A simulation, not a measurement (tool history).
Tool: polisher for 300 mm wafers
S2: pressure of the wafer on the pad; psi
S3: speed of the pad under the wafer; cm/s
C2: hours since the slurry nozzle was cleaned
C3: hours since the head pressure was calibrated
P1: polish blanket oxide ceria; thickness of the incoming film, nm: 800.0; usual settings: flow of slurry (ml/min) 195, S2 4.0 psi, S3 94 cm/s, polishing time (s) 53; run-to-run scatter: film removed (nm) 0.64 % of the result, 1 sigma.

run 1 hour=11.0 | flow_of_slurry_(ml/min)=195 S2=4.0 S3=94 polishing_time_(s)=53 | wafers_polished_on_this_pad=507 C2=237.4 C3=205.8 | film_removed_(nm)=278.13
run 2 hour=26.1 | flow_of_slurry_(ml/min)=195 S2=4.0 S3=94 polishing_time_(s)=53 | wafers_polished_on_this_pad=692 C2=252.5 C3=220.9 | film_removed_(nm)=278.36
run 3 hour=34.5 | flow_of_slurry_(ml/min)=195 S2=6.0 S3=66 polishing_time_(s)=53 | wafers_polished_on_this_pad=795 C2=260.9 C3=229.3 | film_removed_(nm)=290.61
run 4 hour=42.2 | flow_of_slurry_(ml/min)=285 S2=4.0 S3=94 polishing_time_(s)=75 | wafers_polished_on_this_pad=890 C2=268.6 C3=237.0 | film_removed_(nm)=415.81
run 5 hour=57.5 | flow_of_slurry_(ml/min)=195 S2=1.9 S3=94 polishing_time_(s)=53 | wafers_polished_on_this_pad=1078 C2=283.9 C3=252.3 | film_removed_(nm)=130.47
run 6 hour=71.3 | flow_of_slurry_(ml/min)=195 S2=4.0 S3=94 polishing_time_(s)=53 | wafers_polished_on_this_pad=1247 C2=297.7 C3=266.1 | film_removed_(nm)=277.56
run 7 hour=80.8 | flow_of_slurry_(ml/min)=195 S2=4.0 S3=94 polishing_time_(s)=53 | wafers_polished_on_this_pad=1363 C2=307.2 C3=275.6 | film_removed_(nm)=279.05
run 8 hour=93.2 | flow_of_slurry_(ml/min)=195 S2=4.0 S3=124 polishing_time_(s)=53 | wafers_polished_on_this_pad=1515 C2=319.6 C3=288.0 | film_removed_(nm)=360.53
run 9 hour=100.8 | flow_of_slurry_(ml/min)=195 S2=4.0 S3=94 polishing_time_(s)=53 | wafers_polished_on_this_pad=1609 C2=327.2 C3=295.6 | film_removed_(nm)=277.19
run 10 hour=110.9 | flow_of_slurry_(ml/min)=195 S2=6.1 S3=94 polishing_time_(s)=53 | wafers_polished_on_this_pad=1733 C2=337.3 C3=305.7 | film_removed_(nm)=417.27
run 11 hour=120.2 | flow_of_slurry_(ml/min)=195 S2=4.0 S3=94 polishing_time_(s)=83 | wafers_polished_on_this_pad=1847 C2=346.6 C3=315.0 | film_removed_(nm)=434.12
run 12 hour=135.5 | flow_of_slurry_(ml/min)=195 S2=4.0 S3=94 polishing_time_(s)=34 | wafers_polished_on_this_pad=2034 C2=361.9 C3=330.3 | film_removed_(nm)=177.95
run 13 hour=145.5 | flow_of_slurry_(ml/min)=195 S2=4.0 S3=56 polishing_time_(s)=53 | wafers_polished_on_this_pad=2157 C2=371.9 C3=340.3 | film_removed_(nm)=165.26
run 14 hour=158.7 | flow_of_slurry_(ml/min)=135 S2=4.0 S3=94 polishing_time_(s)=53 | wafers_polished_on_this_pad=2319 C2=385.1 C3=353.5 | film_removed_(nm)=263.10
run 15 hour=166.2 | flow_of_slurry_(ml/min)=310 S2=4.0 S3=94 polishing_time_(s)=53 | wafers_polished_on_this_pad=2411 C2=392.6 C3=361.0 | film_removed_(nm)=291.28
run 16 hour=175.0 | flow_of_slurry_(ml/min)=195 S2=4.0 S3=94 polishing_time_(s)=53 | wafers_polished_on_this_pad=2519 C2=401.4 C3=369.8 | film_removed_(nm)=277.52
run 17 hour=182.9 | flow_of_slurry_(ml/min)=195 S2=4.0 S3=94 polishing_time_(s)=53 | wafers_polished_on_this_pad=2616 C2=409.3 C3=377.7 | film_removed_(nm)=277.77
run 18 hour=198.4 | flow_of_slurry_(ml/min)=195 S2=4.0 S3=94 polishing_time_(s)=53 | wafers_polished_on_this_pad=2806 C2=424.8 C3=393.2 | film_removed_(nm)=271.24
run 19 hour=212.2 | flow_of_slurry_(ml/min)=195 S2=4.0 S3=94 polishing_time_(s)=53 | wafers_polished_on_this_pad=2975 C2=438.6 C3=407.0 | film_removed_(nm)=266.97
run 20 hour=228.0 | flow_of_slurry_(ml/min)=195 S2=4.0 S3=94 polishing_time_(s)=53 | wafers_polished_on_this_pad=3169 C2=454.4 C3=422.8 | film_removed_(nm)=265.15
run 21 hour=244.1 | flow_of_slurry_(ml/min)=195 S2=4.0 S3=94 polishing_time_(s)=53 | wafers_polished_on_this_pad=3367 C2=470.5 C3=438.9 | film_removed_(nm)=263.60
-- hour=252.8 worn pad replaced by a new one
run 22 hour=259.6 | flow_of_slurry_(ml/min)=195 S2=4.0 S3=94 polishing_time_(s)=53 | wafers_polished_on_this_pad=84 C2=486.0 C3=454.4 | film_removed_(nm)=261.33
run 23 hour=275.6 | flow_of_slurry_(ml/min)=195 S2=4.0 S3=94 polishing_time_(s)=53 | wafers_polished_on_this_pad=280 C2=502.0 C3=470.4 | film_removed_(nm)=261.37
run 24 hour=283.5 | flow_of_slurry_(ml/min)=195 S2=4.0 S3=94 polishing_time_(s)=53 | wafers_polished_on_this_pad=377 C2=509.9 C3=478.3 | film_removed_(nm)=261.19
run 25 hour=297.7 | flow_of_slurry_(ml/min)=195 S2=4.0 S3=94 polishing_time_(s)=53 | wafers_polished_on_this_pad=551 C2=524.1 C3=492.5 | film_removed_(nm)=259.35
run 26 hour=309.2 | flow_of_slurry_(ml/min)=195 S2=4.0 S3=94 polishing_time_(s)=53 | wafers_polished_on_this_pad=692 C2=535.6 C3=504.0 | film_removed_(nm)=259.62

What P1 gives has crept away from where it was. These 2 causes fit the log equally well, each at the size given:
A: slurry flow missing at the pad, % = 34.6
B: head's pressure below its setpoint, % = 6.8
The creep began at about hour 182.9.
Why every other cause is out:
removal rate lost through wear of the pad, %: serviced at hour 252.8, which brought nothing back

4 check runs are offered, each on 5 wafers whose results are averaged, their results left as question marks. Which one tells the causes apart?
run check 1 hour=320.7 | flow_of_slurry_(ml/min)=195 S2=4.0 S3=68 polishing_time_(s)=53 | film_removed_(nm)=?
run check 2 hour=320.7 | flow_of_slurry_(ml/min)=195 S2=4.9 S3=94 polishing_time_(s)=70 | film_removed_(nm)=?
run check 3 hour=320.7 | flow_of_slurry_(ml/min)=280 S2=4.0 S3=112 polishing_time_(s)=53 | film_removed_(nm)=?
run check 4 hour=320.7 | flow_of_slurry_(ml/min)=195 S2=5.5 S3=94 polishing_time_(s)=53 | film_removed_(nm)=?

What each check would give under each cause:
check=check_1 result=film_removed_(nm) if_A=186.86 if_B=186.86
check=check_2 result=film_removed_(nm) if_A=417.91 if_B=417.91
check=check_3 result=film_removed_(nm) if_A=327.34 if_B=320.79
check=check_4 result=film_removed_(nm) if_A=355.16 if_B=355.17
How far apart the two closest causes lie, in the result that separates them most: check 1 0 %; check 2 0 %; check 3 2.02 %; check 4 0 %
Check 3 tells the causes apart: in the others they would give nearly the same result.

Then check 3 was run and gave: film removed (nm) 327.71. Which cause is it?

It is A: slurry flow missing at the pad, %.
